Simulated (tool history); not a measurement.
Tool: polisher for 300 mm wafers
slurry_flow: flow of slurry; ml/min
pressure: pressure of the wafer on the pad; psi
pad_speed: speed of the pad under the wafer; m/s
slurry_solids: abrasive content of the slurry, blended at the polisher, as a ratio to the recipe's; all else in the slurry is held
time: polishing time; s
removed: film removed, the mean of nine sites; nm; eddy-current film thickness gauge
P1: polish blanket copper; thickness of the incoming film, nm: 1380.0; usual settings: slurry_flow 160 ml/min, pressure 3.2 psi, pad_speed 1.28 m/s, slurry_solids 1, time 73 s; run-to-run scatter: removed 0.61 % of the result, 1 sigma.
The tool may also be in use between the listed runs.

run	hour	slurry_flow	pressure	pad_speed	slurry_solids	time	wafers polished on this pad	hours since the slurry nozzle was cleaned	hours since the head pressure was calibrated	hours since the slurry blender was calibrated	removed
1	14	160	3.2	1.28	1	73	1053	418.4	985.3	255.4	257.72
2	24.8	160	3.2	1.98	1	108	1188	429.2	996.1	266.2	579.56
3	35.4	160	3.2	1.28	1.25	73	1320	439.8	1006.7	276.8	270.9
4	49	160	3.2	1.28	1	73	1489	453.4	1020.3	290.4	256.99
5	57.9	160	3.2	1.9	1	73	1600	462.3	1029.2	299.3	380.27
6	73.7	160	3.2	1.28	1	48	1797	478.1	1045	315.1	168.67
7	87.8	160	3.2	1.28	1	73	1972	492.2	1059.1	329.2	258.24
8	99.1	160	3.2	1.28	0.5	73	2113	503.5	1070.4	340.5	219.95
9	110.8	160	4.6	1.28	1	73	2259	515.2	1082.1	352.2	366.28
10	122.8	160	3.2	0.74	1	73	2408	527.2	1094.1	364.2	148.58
11	135.3	160	3.2	1.28	1	73	2564	539.7	1106.6	376.7	255.65
12	145.6	160	4.2	0.84	1	73	2692	550	1116.9	387	221.93
13	153.8	160	3.2	1.28	1	92	2794	558.2	1125.1	395.2	323.05
14	169.4	160	3.2	1.28	1	73	2989	573.8	1140.7	410.8	256.35
15	183.3	95	3.2	1.28	1	73	3162	587.7	1154.6	424.7	230.41

Run 16 comes next. What will it give?
16	192.5	235	3.2	1.28	1	73	3276	596.9	1163.8	433.9	?

Run 16 gave removed 273.1 nm.

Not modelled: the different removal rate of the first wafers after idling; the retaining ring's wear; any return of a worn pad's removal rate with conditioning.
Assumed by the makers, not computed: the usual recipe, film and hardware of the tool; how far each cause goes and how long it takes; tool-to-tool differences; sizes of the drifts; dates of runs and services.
